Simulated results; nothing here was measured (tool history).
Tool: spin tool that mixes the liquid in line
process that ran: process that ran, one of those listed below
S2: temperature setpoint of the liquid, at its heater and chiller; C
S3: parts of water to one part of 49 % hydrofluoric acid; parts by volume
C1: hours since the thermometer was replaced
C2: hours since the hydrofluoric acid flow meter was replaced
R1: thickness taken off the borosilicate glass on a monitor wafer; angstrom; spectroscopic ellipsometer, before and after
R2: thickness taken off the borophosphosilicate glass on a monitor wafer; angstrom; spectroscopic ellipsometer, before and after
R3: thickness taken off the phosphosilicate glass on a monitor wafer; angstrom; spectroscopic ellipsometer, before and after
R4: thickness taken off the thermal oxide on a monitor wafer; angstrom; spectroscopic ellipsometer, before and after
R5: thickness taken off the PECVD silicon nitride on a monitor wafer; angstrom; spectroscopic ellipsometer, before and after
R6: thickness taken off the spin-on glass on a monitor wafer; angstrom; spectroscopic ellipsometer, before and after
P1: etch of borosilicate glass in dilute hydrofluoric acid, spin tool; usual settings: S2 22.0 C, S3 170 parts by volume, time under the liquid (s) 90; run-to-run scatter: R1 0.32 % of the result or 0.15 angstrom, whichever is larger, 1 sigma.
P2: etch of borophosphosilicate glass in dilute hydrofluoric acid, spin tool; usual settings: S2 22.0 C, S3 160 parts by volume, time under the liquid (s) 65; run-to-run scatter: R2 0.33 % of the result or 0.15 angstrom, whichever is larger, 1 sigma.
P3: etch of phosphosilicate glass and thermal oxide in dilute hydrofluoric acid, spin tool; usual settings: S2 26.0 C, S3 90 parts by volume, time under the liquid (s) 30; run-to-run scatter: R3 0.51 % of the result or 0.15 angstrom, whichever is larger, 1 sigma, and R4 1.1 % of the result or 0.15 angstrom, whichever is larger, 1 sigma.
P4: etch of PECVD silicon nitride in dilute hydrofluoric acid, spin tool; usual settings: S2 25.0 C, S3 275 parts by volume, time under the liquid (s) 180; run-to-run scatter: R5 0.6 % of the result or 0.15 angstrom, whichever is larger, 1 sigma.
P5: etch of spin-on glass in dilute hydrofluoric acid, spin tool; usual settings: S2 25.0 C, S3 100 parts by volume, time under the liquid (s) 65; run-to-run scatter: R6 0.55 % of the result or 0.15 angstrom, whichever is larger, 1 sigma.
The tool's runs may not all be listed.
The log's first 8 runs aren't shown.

run 9 hour=67.2 | process_that_ran=P5 S2=25.0 S3=100 time_under_the_liquid_(s)=120 | C1=1010.5 C2=297.5 | R6=609.47
run 10 hour=75.0 | process_that_ran=P1 S2=22.0 S3=170 time_under_the_liquid_(s)=50 | C1=1018.3 C2=305.3 | R1=45.687
run 11 hour=80.8 | process_that_ran=P2 S2=22.0 S3=160 time_under_the_liquid_(s)=120 | C1=1024.1 C2=311.1 | R2=296.700
run 12 hour=88.1 | process_that_ran=P3 S2=26.0 S3=90 time_under_the_liquid_(s)=30 | C1=1031.4 C2=318.4 | R3=239.47 R4=17.0140
run 13 hour=93.9 | process_that_ran=P4 S2=25.0 S3=275 time_under_the_liquid_(s)=180 | C1=1037.2 C2=324.2 | R5=34.5240
run 14 hour=98.4 | process_that_ran=P1 S2=22.0 S3=255 time_under_the_liquid_(s)=90 | C1=1041.7 C2=328.7 | R1=49.725
run 15 hour=107.6 | process_that_ran=P1 S2=22.0 S3=170 time_under_the_liquid_(s)=90 | C1=1050.9 C2=337.9 | R1=81.626
run 16 hour=114.1 | process_that_ran=P5 S2=25.0 S3=145 time_under_the_liquid_(s)=65 | C1=1057.4 C2=344.4 | R6=216.69
run 17 hour=120.8 | process_that_ran=P1 S2=26.0 S3=170 time_under_the_liquid_(s)=90 | C1=1064.1 C2=351.1 | R1=95.909
run 18 hour=127.5 | process_that_ran=P4 S2=25.0 S3=135 time_under_the_liquid_(s)=180 | C1=1070.8 C2=357.8 | R5=71.3320
run 19 hour=131.7 | process_that_ran=P1 S2=25.5 S3=170 time_under_the_liquid_(s)=40 | C1=1075.0 C2=362.0 | R1=41.634
run 20 hour=137.4 | process_that_ran=P1 S2=22.0 S3=170 time_under_the_liquid_(s)=90 | C1=1080.7 C2=367.7 | R1=81.547
run 21 hour=144.9 | process_that_ran=P1 S2=22.0 S3=170 time_under_the_liquid_(s)=90 | C1=1088.2 C2=375.2 | R1=82.366
run 22 hour=151.6 | process_that_ran=P3 S2=21.0 S3=90 time_under_the_liquid_(s)=30 | C1=1094.9 C2=381.9 | R3=195.59 R4=13.6580
run 23 hour=160.3 | process_that_ran=P1 S2=22.0 S3=70 time_under_the_liquid_(s)=90 | C1=1103.6 C2=390.6 | R1=221.460
run 24 hour=168.1 | process_that_ran=P3 S2=26.0 S3=90 time_under_the_liquid_(s)=15 | C1=1111.4 C2=398.4 | R3=118.76 R4=8.7802
run 25 hour=173.7 | process_that_ran=P5 S2=25.0 S3=100 time_under_the_liquid_(s)=65 | C1=1117.0 C2=404.0 | R6=326.73
run 26 hour=183.2 | process_that_ran=P5 S2=30.5 S3=100 time_under_the_liquid_(s)=65 | C1=1126.5 C2=413.5 | R6=405.91

The next listed run, before its measurement:
run 27 hour=191.4 | process_that_ran=P1 S2=22.0 S3=170 time_under_the_liquid_(s)=90 | C1=1134.7 C2=421.7 | R1=?

{"run 27": {"R1": 81.448}}
